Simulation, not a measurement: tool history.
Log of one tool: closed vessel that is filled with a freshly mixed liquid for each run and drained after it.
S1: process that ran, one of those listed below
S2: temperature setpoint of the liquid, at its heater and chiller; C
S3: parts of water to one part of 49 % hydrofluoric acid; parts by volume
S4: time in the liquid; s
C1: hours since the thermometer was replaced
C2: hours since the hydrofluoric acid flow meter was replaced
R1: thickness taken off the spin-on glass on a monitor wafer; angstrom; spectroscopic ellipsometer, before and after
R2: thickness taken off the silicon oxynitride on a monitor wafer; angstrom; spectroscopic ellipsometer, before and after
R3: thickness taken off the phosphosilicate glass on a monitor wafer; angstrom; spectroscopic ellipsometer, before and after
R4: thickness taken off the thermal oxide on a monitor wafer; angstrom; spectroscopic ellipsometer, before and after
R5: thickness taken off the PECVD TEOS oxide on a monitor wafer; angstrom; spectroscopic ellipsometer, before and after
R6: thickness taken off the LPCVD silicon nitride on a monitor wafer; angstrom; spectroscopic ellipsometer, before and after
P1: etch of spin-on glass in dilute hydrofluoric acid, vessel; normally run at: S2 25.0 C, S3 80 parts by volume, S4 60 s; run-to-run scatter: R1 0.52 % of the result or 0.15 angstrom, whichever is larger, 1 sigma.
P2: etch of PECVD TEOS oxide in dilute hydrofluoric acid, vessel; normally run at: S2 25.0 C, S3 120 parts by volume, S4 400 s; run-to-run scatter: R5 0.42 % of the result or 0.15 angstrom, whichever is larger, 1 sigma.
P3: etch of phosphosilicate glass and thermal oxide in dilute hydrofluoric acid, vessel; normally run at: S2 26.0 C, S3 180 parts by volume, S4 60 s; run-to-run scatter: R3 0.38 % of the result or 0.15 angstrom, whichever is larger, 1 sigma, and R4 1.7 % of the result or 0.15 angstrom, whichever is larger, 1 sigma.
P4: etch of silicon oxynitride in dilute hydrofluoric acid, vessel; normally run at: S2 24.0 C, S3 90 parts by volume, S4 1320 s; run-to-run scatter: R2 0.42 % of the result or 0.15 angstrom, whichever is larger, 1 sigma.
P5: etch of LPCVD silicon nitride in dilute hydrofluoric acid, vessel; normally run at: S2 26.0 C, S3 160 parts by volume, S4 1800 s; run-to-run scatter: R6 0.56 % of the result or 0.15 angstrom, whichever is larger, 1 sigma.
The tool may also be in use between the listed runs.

run 1 day=0.112 | S1=P1 S2=25.0 S3=80 S4=60 | C1=1142.3 C2=950.1 | R1=491.44
run 2 day=0.262 | S1=P4 S2=24.0 S3=90 S4=1320 | C1=1145.9 C2=953.7 | R2=506.91
run 3 day=0.388 | S1=P3 S2=26.0 S3=325 S4=60 | C1=1148.9 C2=956.7 | R3=310.7 R4=7.6009
run 4 day=0.571 | S1=P4 S2=24.0 S3=90 S4=1320 | C1=1153.3 C2=961.1 | R2=507.01
run 5 day=0.704 | S1=P2 S2=25.0 S3=30 S4=400 | C1=1156.5 C2=964.3 | R5=2304.40
run 6 day=0.817 | S1=P4 S2=24.0 S3=145 S4=1320 | C1=1159.2 C2=967.0 | R2=302.34
run 7 day=0.938 | S1=P5 S2=26.0 S3=160 S4=1800 | C1=1162.1 C2=969.9 | R6=58.858
run 8 day=1.071 | S1=P1 S2=29.0 S3=80 S4=60 | C1=1165.3 C2=973.1 | R1=577.34
run 9 day=1.175 | S1=P1 S2=25.0 S3=80 S4=60 | C1=1167.8 C2=975.6 | R1=492.99
run 10 day=1.338 | S1=P4 S2=24.0 S3=90 S4=485 | C1=1171.7 C2=979.5 | R2=184.98
run 11 day=1.504 | S1=P5 S2=26.0 S3=160 S4=1800 | C1=1175.7 C2=983.5 | R6=58.518
run 12 day=1.588 | S1=P5 S2=26.0 S3=160 S4=475 | C1=1177.7 C2=985.5 | R6=15.075
run 13 day=1.771 | S1=P1 S2=25.0 S3=80 S4=60 | C1=1182.1 C2=989.9 | R1=490.09
run 14 day=1.950 | S1=P1 S2=29.5 S3=30 S4=60 | C1=1186.4 C2=994.2 | R1=1686.50
run 15 day=2.075 | S1=P1 S2=25.0 S3=80 S4=95 | C1=1189.4 C2=997.2 | R1=787.22
run 16 day=2.229 | S1=P1 S2=25.0 S3=35 S4=60 | C1=1193.1 C2=1000.9 | R1=1187.40
run 17 day=2.362 | S1=P1 S2=25.0 S3=80 S4=60 | C1=1196.3 C2=1004.1 | R1=494.82
run 18 day=2.458 | S1=P1 S2=25.0 S3=80 S4=30 | C1=1198.6 C2=1006.4 | R1=247.51
run 19 day=2.596 | S1=P5 S2=31.0 S3=160 S4=1800 | C1=1201.9 C2=1009.7 | R6=79.123
run 20 day=2.679 | S1=P2 S2=19.5 S3=120 S4=400 | C1=1203.9 C2=1011.7 | R5=409.77
run 21 day=2.779 | S1=P5 S2=26.0 S3=65 S4=1800 | C1=1206.3 C2=1014.1 | R6=142.550

Forecast run 22:
-- day=2.812 hydrofluoric acid flow meter replaced
run 22 day=2.912 | S1=P3 S2=26.0 S3=180 S4=60 | C1=1209.5 C2=2.4 | R3=? R4=?

Run 22 gave R3 652.3 angstrom, R4 15.7550 angstrom.

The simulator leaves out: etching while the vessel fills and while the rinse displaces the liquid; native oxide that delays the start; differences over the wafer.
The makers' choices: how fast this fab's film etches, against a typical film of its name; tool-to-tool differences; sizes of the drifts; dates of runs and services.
